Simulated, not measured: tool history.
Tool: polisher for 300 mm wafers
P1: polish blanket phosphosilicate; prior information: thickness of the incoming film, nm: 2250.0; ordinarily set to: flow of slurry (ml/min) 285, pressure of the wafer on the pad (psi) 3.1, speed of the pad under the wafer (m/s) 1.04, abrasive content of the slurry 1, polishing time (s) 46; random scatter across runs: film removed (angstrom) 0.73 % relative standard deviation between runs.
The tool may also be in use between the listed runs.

run    day  flow of slurry (ml/min)  pressure of the wafer on the pad (psi)  speed of the pad under the wafer (m/s)  abrasive content of the slurry  polishing time (s)  wafers polished on this pad  hours since the slurry nozzle was cleaned  hours since the head pressure was calibrated  hours since the slurry blender was calibrated  hours since the conditioning disc was replaced  film removed (angstrom)
  1  0.221                      285                                     3.1                                    1.04                               1                  46                          168                                      277.7                                          51.3                                            130                                           205.3                   4239.4
  2  0.567                      285                                     3.1                                    1.04                               1                  46                          301                                        286                                          59.6                                          138.3                                           213.6                   4234.3
  3  0.817                      285                                     3.1                                    0.62                               1                  35                          398                                        292                                          65.6                                          144.3                                           219.6                   2130.6
     0.958  -- slurry blender recalibrated
  4  1.029                      285                                     3.1                                    1.32                               1                  69                          480                                      297.1                                          70.7                                            1.7                                           224.7                     7745
  5  1.258                      285                                     3.1                                    1.04                               1                  46                          568                                      302.6                                          76.2                                            7.2                                           230.2                   4227.3
     1.425  -- slurry nozzle cleaned
  6  1.483                      285                                     3.1                                    0.56                               1                  46                          655                                        1.4                                          81.6                                           12.6                                           235.6                   2587.9
  7  1.775                      285                                     3.1                                    1.58                               1                  46                          768                                        8.4                                          88.6                                           19.6                                           242.6                   5920.6
  8  2.088                      285                                     3.1                                    1.04                            1.35                  46                          889                                       15.9                                          96.1                                           27.1                                           250.1                   4780.3
  9  2.392                      170                                     3.1                                    1.04                               1                  46                         1006                                       23.2                                         103.4                                           34.4                                           257.4                   4049.1
 10  2.604                      285                                     3.1                                    1.04                             0.5                  46                         1088                                       28.3                                         108.5                                           39.5                                           262.5                   2936.9
 11  2.938                      285                                     3.1                                    1.04                               1                  46                         1217                                       36.3                                         116.5                                           47.5                                           270.5                   4222.3
 12  3.204                      390                                     3.1                                    1.04                               1                  46                         1320                                       42.7                                         122.9                                           53.9                                           276.9                   4376.7
 13  3.521                      285                                     3.1                                    1.04                               1                  21                         1442                                       50.3                                         130.5                                           61.5                                           284.5                   1909.7
 14  3.817                      285                                     3.1                                    1.04                               1                  69                         1556                                       57.4                                         137.6                                           68.6                                           291.6                   6283.8
 15  4.146                      285                                     2.3                                    1.04                               1                  46                         1683                                       65.3                                         145.5                                           76.5                                           299.5                   3145.6
 16  4.338                      285                                     4.1                                    1.04                               1                  46                         1758                                       69.9                                         150.1                                           81.1                                           304.1                   5686.1
 17  4.542                      285                                     3.1                                    1.04                               1                  46                         1836                                       74.8                                           155                                             86                                             309                   4215.3
 18  4.838                      285                                     3.1                                    1.04                               1                  46                         1951                                       81.9                                         162.1                                           93.1                                           316.1                   4116.1
 19  5.133                      285                                     3.1                                    1.04                               1                  46                         2065                                         89                                         169.2                                          100.2                                           323.2                     4003
     5.342  -- conditioning disc replaced and pad reconditioned
     5.421  -- slurry nozzle cleaned
 20  5.446                      285                                     3.1                                    1.04                               1                  46                         2186                                        0.6                                         176.7                                          107.7                                             2.6                   3926.4
 21  5.679                      285                                     3.1                                    1.04                               1                  46                         2276                                        6.2                                         182.3                                          113.3                                             8.2                   3886.5
     5.967  -- worn pad replaced by a new one
 22  5.992                      285                                     3.1                                    1.04                               1                  46                           10                                       13.7                                         189.8                                          120.8                                            15.7                   3911.5
 23  6.312                      285                                     3.1                                    1.04                               1                  46                          133                                       21.4                                         197.5                                          128.5                                            23.4                     3869
 24  6.588                      285                                     3.1                                    1.04                               1                  46                          240                                         28                                         204.1                                          135.1                                              30                   3896.4

P1 no longer gives what it gave before; its output has crept away from where it was. The following 2 causes, each at its listed size, fit the log equally well:
A: head's pressure below its setpoint, % = 8.34
B: abrasive missing from the slurry, % = 16.7
At approximately day 4.542, the process output began to creep.
Each remaining cause and why it is not a fit:
removal rate lost through wear of the pad, %: serviced at day 5.967, after the change had begun; the process did not return to its earlier output
slurry flow missing at the pad, %: serviced at day 5.421, after the change had begun; the process did not return to its earlier output
time polished since the conditioner stopped cutting, s: serviced at day 5.342, after the change had begun; the process did not return to its earlier output

4 check runs are offered, each on 5 wafers whose results are averaged, their results left as question marks. Which one tells the causes apart?
check 1  6.862                      285                                     3.1                                     1.5                               1                  21                                                                                                                                                                                                                                             ?
check 2  6.862                      170                                     3.1                                    1.42                               1                  46                                                                                                                                                                                                                                             ?
check 3  6.862                      285                                     3.7                                    1.44                               1                  46                                                                                                                                                                                                                                             ?
check 4  6.862                      285                                     3.1                                    1.04                             0.6                  46                                                                                                                                                                                                                                             ?

Predicted outcomes, by check and by cause:
  check                   result    if A    if B
check 1  film removed (angstrom)  2375.5  2375.2
check 2  film removed (angstrom)  4674.9  4674.3
check 3  film removed (angstrom)  6011.2  6010.4
check 4  film removed (angstrom)  2979.2    2911
Separation of the two closest causes in each check, using whichever result separates them best: check 1 0.01 %; check 2 0.01 %; check 3 0.01 %; check 4 2.32 %
Check 4 tells the causes apart: in the others they would give nearly the same result.

After running check 4, the following was obtained: film removed (angstrom) 2989.7. Which cause does this point to?

It is A: head's pressure below its setpoint, %.
